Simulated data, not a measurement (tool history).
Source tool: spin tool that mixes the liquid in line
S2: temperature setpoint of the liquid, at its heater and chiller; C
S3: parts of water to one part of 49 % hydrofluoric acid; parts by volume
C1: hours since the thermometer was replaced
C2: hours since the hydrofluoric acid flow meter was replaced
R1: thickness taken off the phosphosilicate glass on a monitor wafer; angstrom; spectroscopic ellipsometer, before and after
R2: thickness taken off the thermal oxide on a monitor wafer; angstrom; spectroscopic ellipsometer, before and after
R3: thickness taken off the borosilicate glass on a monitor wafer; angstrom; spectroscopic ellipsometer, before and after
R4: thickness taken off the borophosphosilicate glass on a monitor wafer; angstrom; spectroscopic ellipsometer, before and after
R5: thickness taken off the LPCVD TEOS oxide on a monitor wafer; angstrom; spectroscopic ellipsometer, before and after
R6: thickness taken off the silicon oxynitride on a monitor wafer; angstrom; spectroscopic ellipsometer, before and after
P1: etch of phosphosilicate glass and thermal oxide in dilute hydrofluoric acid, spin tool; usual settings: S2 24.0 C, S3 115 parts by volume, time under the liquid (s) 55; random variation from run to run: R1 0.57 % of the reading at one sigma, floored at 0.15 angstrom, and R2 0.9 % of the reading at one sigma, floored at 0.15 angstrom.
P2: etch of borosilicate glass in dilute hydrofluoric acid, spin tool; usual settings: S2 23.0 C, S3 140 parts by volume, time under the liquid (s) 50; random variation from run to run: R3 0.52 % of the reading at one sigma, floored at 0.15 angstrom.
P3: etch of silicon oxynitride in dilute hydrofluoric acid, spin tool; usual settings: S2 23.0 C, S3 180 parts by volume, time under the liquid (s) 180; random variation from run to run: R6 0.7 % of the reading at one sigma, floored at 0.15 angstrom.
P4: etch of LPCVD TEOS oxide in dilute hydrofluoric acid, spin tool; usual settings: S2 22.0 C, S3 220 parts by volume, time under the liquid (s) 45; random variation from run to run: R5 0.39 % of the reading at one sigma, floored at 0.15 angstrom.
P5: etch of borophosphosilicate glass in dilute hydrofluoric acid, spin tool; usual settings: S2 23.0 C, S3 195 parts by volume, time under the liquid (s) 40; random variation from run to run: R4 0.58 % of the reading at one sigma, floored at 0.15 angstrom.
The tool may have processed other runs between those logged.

Run 1, hour 9.7: process that ran P1, S2 24.0 C, S3 115 parts by volume, time under the liquid (s) 55; C1 374.3; C2 219.5. Result: R1 322.400 angstrom, R2 22.7170 angstrom.
Run 2, hour 14.5: process that ran P2, S2 23.0 C, S3 255 parts by volume, time under the liquid (s) 50; C1 379.1; C2 224.3. Result: R3 65.713 angstrom.
Run 3, hour 19.6: process that ran P1, S2 24.0 C, S3 115 parts by volume, time under the liquid (s) 55; C1 384.2; C2 229.4. Result: R1 321.440 angstrom, R2 23.0280 angstrom.
Run 4, hour 29.7: process that ran P1, S2 24.0 C, S3 115 parts by volume, time under the liquid (s) 55; C1 394.3; C2 239.5. Result: R1 324.480 angstrom, R2 22.9540 angstrom.
Run 5, hour 35.6: process that ran P1, S2 24.0 C, S3 35 parts by volume, time under the liquid (s) 55; C1 400.2; C2 245.4. Result: R1 1173.300 angstrom, R2 83.6780 angstrom.
Run 6, hour 41.5: process that ran P5, S2 23.0 C, S3 75 parts by volume, time under the liquid (s) 40; C1 406.1; C2 251.3. Result: R4 210.150 angstrom.
Run 7, hour 50.9: process that ran P4, S2 22.0 C, S3 220 parts by volume, time under the liquid (s) 45; C1 415.5; C2 260.7. Result: R5 90.626 angstrom.
Run 8, hour 55.8: process that ran P5, S2 23.0 C, S3 195 parts by volume, time under the liquid (s) 40; C1 420.4; C2 265.6. Result: R4 69.888 angstrom.
Run 9, hour 62.6: process that ran P1, S2 24.0 C, S3 115 parts by volume, time under the liquid (s) 55; C1 427.2; C2 272.4. Result: R1 321.100 angstrom, R2 22.6200 angstrom.
Run 10, hour 72.8: process that ran P5, S2 17.0 C, S3 195 parts by volume, time under the liquid (s) 40; C1 437.4; C2 282.6. Result: R4 55.866 angstrom.
Run 11, hour 80.7: process that ran P1, S2 24.0 C, S3 160 parts by volume, time under the liquid (s) 105; C1 445.3; C2 290.5. Result: R1 421.570 angstrom, R2 29.4260 angstrom.
Run 12, hour 89.5: process that ran P2, S2 23.0 C, S3 140 parts by volume, time under the liquid (s) 50; C1 454.1; C2 299.3. Result: R3 135.080 angstrom.
Run 13, hour 95.3: process that ran P3, S2 23.0 C, S3 180 parts by volume, time under the liquid (s) 15; C1 459.9; C2 305.1. Result: R6 3.1098 angstrom.
Run 14, hour 101.8: process that ran P1, S2 24.0 C, S3 115 parts by volume, time under the liquid (s) 90; C1 466.4; C2 311.6. Result: R1 531.000 angstrom, R2 37.4870 angstrom.
Run 15, hour 107.6: process that ran P2, S2 23.0 C, S3 140 parts by volume, time under the liquid (s) 15; C1 472.2; C2 317.4. Result: R3 40.704 angstrom.
Run 16, hour 112.2: process that ran P3, S2 23.0 C, S3 35 parts by volume, time under the liquid (s) 180; C1 476.8; C2 322.0. Result: R6 227.7500 angstrom.
Run 17, hour 121.7: process that ran P1, S2 19.0 C, S3 115 parts by volume, time under the liquid (s) 55; C1 486.3; C2 331.5. Result: R1 265.690 angstrom, R2 18.6820 angstrom.
Run 18, hour 130.1: process that ran P3, S2 31.5 C, S3 180 parts by volume, time under the liquid (s) 180; C1 494.7; C2 339.9. Result: R6 57.3640 angstrom.
Run 19, hour 138.8: process that ran P1, S2 24.0 C, S3 175 parts by volume, time under the liquid (s) 55; C1 503.4; C2 348.6. Result: R1 200.330 angstrom, R2 13.9700 angstrom.
Run 20, hour 144.9: process that ran P1, S2 24.0 C, S3 115 parts by volume, time under the liquid (s) 55; C1 509.5; C2 354.7. Result: R1 322.550 angstrom, R2 22.8660 angstrom.
Run 21, hour 150.0: process that ran P1, S2 31.0 C, S3 115 parts by volume, time under the liquid (s) 90; C1 514.6; C2 359.8. Result: R1 693.880 angstrom, R2 48.8000 angstrom.
Run 22, hour 155.6: process that ran P1, S2 32.0 C, S3 115 parts by volume, time under the liquid (s) 110; C1 520.2; C2 365.4. Result: R1 874.180 angstrom, R2 62.9860 angstrom.
Run 23, hour 161.0: process that ran P4, S2 17.0 C, S3 220 parts by volume, time under the liquid (s) 45; C1 525.6; C2 370.8. Result: R5 75.220 angstrom.
Run 24, hour 168.6: process that ran P2, S2 17.0 C, S3 140 parts by volume, time under the liquid (s) 50; C1 533.2; C2 378.4. Result: R3 106.230 angstrom.
Run 25, hour 179.3: process that ran P3, S2 23.0 C, S3 180 parts by volume, time under the liquid (s) 180; C1 543.9; C2 389.1. Result: R6 39.8980 angstrom.
Run 26, hour 187.1: process that ran P4, S2 22.0 C, S3 385 parts by volume, time under the liquid (s) 45; C1 551.7; C2 396.9. Result: R5 44.747 angstrom.
Run 27, hour 192.5: process that ran P4, S2 22.0 C, S3 220 parts by volume, time under the liquid (s) 85; C1 557.1; C2 402.3. Result: R5 172.270 angstrom.
Run 28, hour 203.2: process that ran P2, S2 23.0 C, S3 140 parts by volume, time under the liquid (s) 50; C1 567.8; C2 413.0. Result: R3 134.470 angstrom.
Run 29, hour 208.7: process that ran P1, S2 24.0 C, S3 115 parts by volume, time under the liquid (s) 55; C1 573.3; C2 418.5. Result: R1 327.010 angstrom, R2 22.4380 angstrom.
Run 30, hour 213.9: process that ran P5, S2 23.0 C, S3 195 parts by volume, time under the liquid (s) 70; C1 578.5; C2 423.7. Result: R4 122.210 angstrom.
Run 31, hour 218.7: process that ran P1, S2 24.0 C, S3 115 parts by volume, time under the liquid (s) 15; C1 583.3; C2 428.5. Result: R1 87.634 angstrom, R2 6.4608 angstrom.
Run 32, hour 223.8: process that ran P1, S2 32.0 C, S3 115 parts by volume, time under the liquid (s) 55; C1 588.4; C2 433.6. Result: R1 436.390 angstrom, R2 31.1900 angstrom.
Run 33, hour 234.5: process that ran P1, S2 24.0 C, S3 115 parts by volume, time under the liquid (s) 55; C1 599.1; C2 444.3. Result: R1 322.800 angstrom, R2 22.8630 angstrom.
Run 34, hour 240.2: process that ran P1, S2 24.0 C, S3 115 parts by volume, time under the liquid (s) 55; C1 604.8; C2 450.0. Result: R1 325.010 angstrom, R2 22.6740 angstrom.
Run 35, hour 246.7: process that ran P1, S2 24.0 C, S3 115 parts by volume, time under the liquid (s) 55; C1 611.3; C2 456.5. Result: R1 334.610 angstrom, R2 23.5950 angstrom.
Run 36, hour 255.1: process that ran P1, S2 24.0 C, S3 115 parts by volume, time under the liquid (s) 55; C1 619.7; C2 464.9. Result: R1 344.500 angstrom, R2 24.3860 angstrom.
Run 37, hour 263.4: process that ran P1, S2 24.0 C, S3 115 parts by volume, time under the liquid (s) 55; C1 628.0; C2 473.2. Result: R1 347.120 angstrom, R2 24.4800 angstrom.
Run 38, hour 272.2: process that ran P1, S2 24.0 C, S3 115 parts by volume, time under the liquid (s) 55; C1 636.8; C2 482.0. Result: R1 350.870 angstrom, R2 24.3810 angstrom.
Run 39, hour 282.3: process that ran P1, S2 24.0 C, S3 115 parts by volume, time under the liquid (s) 55; C1 646.9; C2 492.1. Result: R1 352.630 angstrom, R2 25.2090 angstrom.
Run 40, hour 288.6: process that ran P1, S2 24.0 C, S3 115 parts by volume, time under the liquid (s) 55; C1 653.2; C2 498.4. Result: R1 352.120 angstrom, R2 25.0840 angstrom.
Run 41, hour 295.9: process that ran P1, S2 24.0 C, S3 115 parts by volume, time under the liquid (s) 55; C1 660.5; C2 505.7. Result: R1 351.670 angstrom, R2 25.1140 angstrom.

The log shows P1 creeping away from where it was. Any of the 2 causes listed here, at the size stated for it, fits the log just as well as the others:
A: liquid hotter than its thermometer reads (K) = 2.25
B: hydrofluoric acid flow above the setpoint (%) = 7.97
The creep began at about hour 240.2.

You are offered 4 check runs, listed below with question marks in place of their results; each one averages 5 wafers. Which run separates the listed causes by giving clearly different results for each?
Run check 1, hour 303.2: process that ran P5, S2 19.5 C, S3 195 parts by volume, time under the liquid (s) 40. Result: R4 ?.
Run check 2, hour 303.2: process that ran P4, S2 17.0 C, S3 220 parts by volume, time under the liquid (s) 45. Result: R5 ?.
Run check 3, hour 303.2: process that ran P3, S2 23.0 C, S3 40 parts by volume, time under the liquid (s) 25. Result: R6 ?.
Run check 4, hour 303.2: process that ran P2, S2 17.0 C, S3 140 parts by volume, time under the liquid (s) 25. Result: R3 ?.

If the cause were each of the candidates in turn, the checks would give the following:
  check  result     if A     if B
check 1      R4   67.064   67.350
check 2      R5   82.153   82.456
check 3      R6  30.6320  29.6760
check 4      R3   58.021   57.738
How far apart the two closest causes lie, in the result that separates them most: check 1 0.43 %; check 2 0.37 %; check 3 3.17 %; check 4 0.49 %
The other checks would show nearly matching results whichever cause is true, so check 3 is the only one that separates the causes.

The results of check 3 are: R6 30.5480 angstrom. Based on these, which of the listed causes is it?

Of the candidate causes, it is A: liquid hotter than its thermometer reads (K).
